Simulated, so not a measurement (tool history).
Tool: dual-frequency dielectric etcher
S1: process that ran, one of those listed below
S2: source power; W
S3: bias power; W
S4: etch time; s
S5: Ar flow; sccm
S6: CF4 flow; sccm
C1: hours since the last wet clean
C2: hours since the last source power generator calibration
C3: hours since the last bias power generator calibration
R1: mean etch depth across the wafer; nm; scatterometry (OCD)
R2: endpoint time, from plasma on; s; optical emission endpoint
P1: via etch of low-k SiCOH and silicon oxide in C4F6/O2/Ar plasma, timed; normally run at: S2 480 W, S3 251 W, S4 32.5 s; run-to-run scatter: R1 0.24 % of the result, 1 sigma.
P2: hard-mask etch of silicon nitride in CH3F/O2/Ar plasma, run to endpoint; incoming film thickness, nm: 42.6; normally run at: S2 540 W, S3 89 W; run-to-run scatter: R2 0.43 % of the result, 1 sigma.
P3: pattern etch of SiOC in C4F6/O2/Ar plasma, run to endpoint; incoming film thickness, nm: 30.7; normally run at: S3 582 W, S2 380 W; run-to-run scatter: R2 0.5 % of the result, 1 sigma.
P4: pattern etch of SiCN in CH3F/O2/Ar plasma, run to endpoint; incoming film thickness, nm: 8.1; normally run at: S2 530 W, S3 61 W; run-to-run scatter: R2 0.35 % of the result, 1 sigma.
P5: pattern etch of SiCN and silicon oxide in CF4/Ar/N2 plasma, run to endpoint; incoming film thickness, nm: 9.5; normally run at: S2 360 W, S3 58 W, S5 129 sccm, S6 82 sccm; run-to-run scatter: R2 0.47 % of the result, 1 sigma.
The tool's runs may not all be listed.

run   hour  S1   S2   S3    S4   S5  S6     C1      C2      C3      R1      R2
  1    4.3  P1  480  251  32.5           235.4    1317  2228.1  91.024
  2   11.7  P1  300  251  32.5           242.8  1324.4  2235.5  76.314
  3   18.3  P1  640  251    22           249.4    1331  2242.1  68.826
  4   23.1  P5  230   58        129  82  254.2  1335.8  2246.9          21.288
  5   29.9  P5  360   58        129  82    261  1342.6  2253.7          14.368
  6   36.1  P1  480  314  32.5           267.2  1348.8  2259.9  97.905
  7   40.9  P4  530   77                   272  1353.6  2264.7          19.161
  8   48.7  P5  360   37        129  82  279.8  1361.4  2272.5          16.357
  9   54.6  P1  480  251    25           285.7  1367.3  2278.4  70.037
 10   59.3  P5  360   58        129  63  290.4    1372  2283.1           14.96
 11   65.4  P1  480  251  32.5           296.5  1378.1  2289.2  91.455
 12   74.7  P3  380  415                 305.8  1387.4  2298.5          11.373
 13   79.9  P1  670  251  32.5             311  1392.6  2303.7  103.66
 14   88.5  P1  560  251  47.5           319.6  1401.2  2312.3  141.57
 15   93.9  P3  380  582                   325  1406.6  2317.7          9.9845
 16   99.8  P1  480  251  44.5           330.9  1412.5  2323.6  125.21
 17  108.2  P4  320   61                 339.3  1420.9    2332          25.093
 18  114.3  P1  560  208  32.5           345.4    1427  2338.1   90.92
 19  121.8  P1  480  251  32.5           352.9  1434.5  2345.6  90.945
 20  126.4  P1  480  251  32.5           357.5  1439.1  2350.2  91.026
 21  135.5  P4  530   61                 366.6  1448.2  2359.3          20.759
 22  140.1  P5  360   58        129  82  371.2  1452.8  2363.9          14.193
 23  145.1  P2  540   56                 376.2  1457.8  2368.9          61.012
 24  152.2  P2  320   89                 383.3  1464.9    2376          63.084
 25  156.8  P2  540   89                 387.9  1469.5  2380.6          52.092
     163.6  -- source power generator calibrated
 26  165.8  P3  490  582                 396.9     2.3  2389.6          9.1329
 27  169.9  P1  480  251  32.5             401     6.4  2393.7  91.049
 28  176.8  P3  380  582                 407.9    13.3  2400.6          9.9478
 29  183.6  P1  480  149  32.5           414.7    20.1  2407.4  77.138
 30  189.4  P2  540   89                 420.5    25.9  2413.2          52.008
 31  197.7  P1  480  251  32.5           428.8    34.2  2421.5  90.832
 32  204.1  P5  360   58        176  82  435.2    40.6  2427.9          15.029
 33  209.6  P1  480  251  32.5           440.7    46.1  2433.4  91.169
 34  216.2  P1  480  251  32.5           447.3    52.7    2440  91.491
 35  223.7  P1  480  251  32.5           454.8    60.2  2447.5  92.001
 36  231.1  P1  480  251  32.5           462.2    67.6  2454.9  91.929
 37  236.2  P1  480  251  32.5           467.3    72.7    2460  92.585
     239.8  -- wet clean of the chamber
 38  241.9  P1  480  251  32.5             2.2    78.4  2465.7  92.439
 39  248.4  P1  480  251  32.5             8.7    84.9  2472.2  91.853
 40  252.6  P1  480  251  32.5            12.9    89.1  2476.4  92.383
 41    262  P1  480  251  32.5            22.3    98.5  2485.8   92.38
 42    271  P1  480  251  32.5            31.3   107.5  2494.8  92.071
 43  277.7  P1  480  251  32.5              38   114.2  2501.5  92.335

What P1 gives has crept away from where it was. These 2 causes fit the log equally well, each at the size given:
A: bias power that arrives over what is set, % = 4.4
B: source power that arrives over what is set, % = 3.83
The creep began at about hour 209.6.
Why every other cause is out:
chamber walls in a state that raises the etch rate, %: serviced at hour 239.8, which brought nothing back

4 check runs are offered, each on 3 wafers whose results are averaged, their results left as question marks. Which one tells the causes apart?
check 1  284.4  P5  360   38      129  68                   ?
check 2  284.4  P4  330   61                                ?
check 3  284.4  P2  540   58                                ?
check 4  284.4  P3  440  582                                ?

What each check would give under each cause:
  check  result    if A    if B
check 1      R2  16.679  16.347
check 2      R2  24.491  24.509
check 3      R2  59.156  59.104
check 4      R2  9.3462  9.3705
How far apart the two closest causes lie, in the result that separates them most: check 1 2.01 %; check 2 0.07 %; check 3 0.09 %; check 4 0.26 %
Only check 1 tells the causes apart: in the others they would give nearly the same result.

Check 1 was then run and gave: R2 16.784 s. Which cause is it?

It is A: bias power that arrives over what is set, %.
